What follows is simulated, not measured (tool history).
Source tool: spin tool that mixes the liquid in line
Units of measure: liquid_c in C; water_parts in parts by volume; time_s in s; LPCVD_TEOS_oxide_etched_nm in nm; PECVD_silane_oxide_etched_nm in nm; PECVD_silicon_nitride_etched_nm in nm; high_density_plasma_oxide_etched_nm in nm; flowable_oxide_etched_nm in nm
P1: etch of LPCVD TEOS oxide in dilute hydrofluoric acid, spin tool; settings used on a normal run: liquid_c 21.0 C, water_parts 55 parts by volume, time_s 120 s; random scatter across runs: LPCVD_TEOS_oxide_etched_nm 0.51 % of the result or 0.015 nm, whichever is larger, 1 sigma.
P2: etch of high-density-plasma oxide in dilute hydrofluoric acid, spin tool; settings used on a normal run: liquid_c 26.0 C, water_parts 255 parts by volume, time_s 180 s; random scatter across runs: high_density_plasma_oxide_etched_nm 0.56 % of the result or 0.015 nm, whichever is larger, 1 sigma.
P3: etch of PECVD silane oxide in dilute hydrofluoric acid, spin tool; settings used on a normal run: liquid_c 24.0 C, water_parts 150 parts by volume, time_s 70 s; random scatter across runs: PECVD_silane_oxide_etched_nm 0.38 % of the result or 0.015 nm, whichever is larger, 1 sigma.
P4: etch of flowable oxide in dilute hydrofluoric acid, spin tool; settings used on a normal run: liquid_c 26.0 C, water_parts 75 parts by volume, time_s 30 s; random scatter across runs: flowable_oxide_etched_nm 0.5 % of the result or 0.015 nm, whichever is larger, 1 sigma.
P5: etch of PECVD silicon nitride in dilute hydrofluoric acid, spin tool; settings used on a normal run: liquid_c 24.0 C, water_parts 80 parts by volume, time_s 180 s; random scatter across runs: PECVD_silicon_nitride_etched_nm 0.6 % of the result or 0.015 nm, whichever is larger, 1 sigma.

| run | hour | process | liquid_c | water_parts | time_s | hours since the thermometer was replaced | hours since the hydrofluoric acid flow meter was replaced | LPCVD_TEOS_oxide_etched_nm | PECVD_silane_oxide_etched_nm | PECVD_silicon_nitride_etched_nm | high_density_plasma_oxide_etched_nm | flowable_oxide_etched_nm |
|---|---|---|---|---|---|---|---|---|---|---|---|---|
| 1 | 13.6 | P1 | 21.0 | 55 | 120 | 586.0 | 431.4 | 35.7890 |  |  |  |  |
| 2 | 23.9 | P1 | 17.0 | 55 | 120 | 596.3 | 441.7 | 30.3510 |  |  |  |  |
| 3 | 33.6 | P3 | 32.5 | 150 | 70 | 606.0 | 451.4 |  | 9.8198 |  |  |  |
| 4 | 42.1 | P1 | 21.0 | 55 | 120 | 614.5 | 459.9 | 35.4180 |  |  |  |  |
| 5 | 58.7 | P1 | 21.0 | 75 | 120 | 631.1 | 476.5 | 25.5150 |  |  |  |  |
| 6 | 71.1 | P5 | 29.0 | 80 | 180 | 643.5 | 488.9 |  |  | 5.60580 |  |  |
| 7 | 82.6 | P2 | 26.0 | 90 | 180 | 655.0 | 500.4 |  |  |  | 17.69500 |  |
| 8 | 101.0 | P1 | 21.0 | 55 | 120 | 673.4 | 518.8 | 35.8500 |  |  |  |  |
| 9 | 116.3 | P1 | 21.0 | 55 | 120 | 688.7 | 534.1 | 35.9070 |  |  |  |  |
| 10 | 132.2 | P1 | 21.0 | 20 | 120 | 704.6 | 550.0 | 101.9100 |  |  |  |  |
| 11 | 147.0 | P5 | 24.0 | 20 | 180 | 719.4 | 564.8 |  |  | 15.73300 |  |  |
| 12 | 163.3 | P2 | 26.0 | 255 | 180 | 735.7 | 581.1 |  |  |  | 5.12540 |  |
| 13 | 177.3 | P4 | 26.0 | 30 | 30 | 749.7 | 595.1 |  |  |  |  | 40.0240 |
| 14 | 191.6 | P1 | 27.5 | 55 | 120 | 764.0 | 609.4 | 46.1750 |  |  |  |  |
| 15 | 200.2 | P4 | 26.0 | 75 | 15 | 772.6 | 618.0 |  |  |  |  | 7.6104 |
| 16 | 210.8 | P1 | 17.0 | 20 | 120 | 783.2 | 628.6 | 85.9980 |  |  |  |  |
| 17 | 219.4 | P1 | 21.0 | 55 | 25 | 791.8 | 637.2 | 7.4394 |  |  |  |  |
| 18 | 235.8 | P5 | 24.0 | 80 | 40 | 808.2 | 653.6 |  |  | 0.90559 |  |  |
| 19 | 252.8 | P3 | 24.0 | 150 | 70 | 825.2 | 670.6 |  | 7.1099 |  |  |  |
| 20 | 271.7 | P3 | 24.0 | 25 | 70 | 844.1 | 689.5 |  | 50.6040 |  |  |  |
| 21 | 280.9 | P5 | 24.0 | 80 | 180 | 853.3 | 698.7 |  |  | 4.10790 |  |  |
| 22 | 293.9 | P4 | 33.0 | 75 | 30 | 866.3 | 711.7 |  |  |  |  | 19.9020 |
| 23 | 309.8 | P3 | 24.0 | 150 | 130 | 882.2 | 727.6 |  | 13.3870 |  |  |  |
| 24 | 324.3 | P4 | 26.0 | 75 | 30 | 896.7 | 742.1 |  |  |  |  | 15.1460 |
| 25 | 332.7 | P1 | 21.0 | 55 | 120 | 905.1 | 750.5 | 35.9290 |  |  |  |  |
| 26 | 346.6 | P2 | 31.0 | 255 | 180 | 919.0 | 764.4 |  |  |  | 6.06870 |  |
| 27 | 362.4 | P5 | 24.0 | 80 | 180 | 934.8 | 780.2 |  |  | 4.04700 |  |  |
| 28 | 373.8 | P2 | 26.0 | 255 | 15 | 946.2 | 791.6 |  |  |  | 0.44326 |  |
| 29 | 391.0 | P1 | 21.0 | 55 | 120 | 963.4 | 808.8 | 35.8300 |  |  |  |  |
| 30 | 409.1 | P2 | 26.0 | 255 | 180 | 981.5 | 826.9 |  |  |  | 5.13600 |  |
| 31 | 426.6 | P1 | 21.0 | 55 | 120 | 999.0 | 844.4 | 35.8290 |  |  |  |  |
| 32 | 438.5 | P1 | 21.0 | 55 | 200 | 1010.9 | 856.3 | 59.1260 |  |  |  |  |
| 33 | 449.7 | P1 | 21.0 | 55 | 120 | 1022.1 | 867.5 | 35.6640 |  |  |  |  |
| 34 | 468.7 | P1 | 21.0 | 55 | 120 | 1041.1 | 886.5 | 33.5770 |  |  |  |  |
| 35 | 479.7 | P1 | 21.0 | 55 | 120 | 1052.1 | 897.5 | 33.4960 |  |  |  |  |
| 36 | 497.8 | P1 | 21.0 | 55 | 120 | 1070.2 | 915.6 | 33.2850 |  |  |  |  |
| 37 | 509.9 | P1 | 21.0 | 55 | 120 | 1082.3 | 927.7 | 33.1000 |  |  |  |  |
| 38 | 525.4 | P1 | 21.0 | 55 | 120 | 1097.8 | 943.2 | 32.7250 |  |  |  |  |
| 39 | 540.3 | P1 | 21.0 | 55 | 120 | 1112.7 | 958.1 | 32.7030 |  |  |  |  |
| 40 | 554.3 | P1 | 21.0 | 55 | 120 | 1126.7 | 972.1 | 32.6720 |  |  |  |  |

What P1 gives has crept off from where it sat before. The 2 causes that follow fit the log equally well, each at the size noted:
A: liquid colder than its thermometer reads (K) = 2.14
B: hydrofluoric acid flow below the setpoint (%) = 8.11
The onset of the drift is placed at about hour 449.7.

Listed below are the offered check runs, one wafer per run, with question marks in place of results. For which of them would the causes give clearly different outcomes?
| check 1 | 568.3 | P5 | 24.0 | 20 | 180 |  |  |  |  | ? |  |  |
| check 2 | 568.3 | P2 | 26.0 | 100 | 180 |  |  |  |  |  | ? |  |
| check 3 | 568.3 | P4 | 31.0 | 30 | 30 |  |  |  |  |  |  | ? |
| check 4 | 568.3 | P3 | 24.0 | 75 | 70 |  |  |  | ? |  |  |  |

How each check would come out, cause by cause:
| check | result | if A | if B |
|---|---|---|---|
| check 1 | PECVD_silicon_nitride_etched_nm | 13.56300 | 14.50100 |
| check 2 | high_density_plasma_oxide_etched_nm | 14.48300 | 14.31200 |
| check 3 | flowable_oxide_etched_nm | 45.0420 | 44.8960 |
| check 4 | PECVD_silane_oxide_etched_nm | 14.4400 | 14.3560 |
Smallest distance between any two causes, each pair judged by its most separating result, in per cent: check 1 6.69 %; check 2 1.18 %; check 3 0.32 %; check 4 0.58 %
Check 1 distinguishes between the causes, while the remaining checks would return nearly the same result for all of them.

With check 1 done, the readings were: PECVD_silicon_nitride_etched_nm 14.49100 nm. Identify which of the listed causes applies.

Of the candidate causes, it is B: hydrofluoric acid flow below the setpoint (%).

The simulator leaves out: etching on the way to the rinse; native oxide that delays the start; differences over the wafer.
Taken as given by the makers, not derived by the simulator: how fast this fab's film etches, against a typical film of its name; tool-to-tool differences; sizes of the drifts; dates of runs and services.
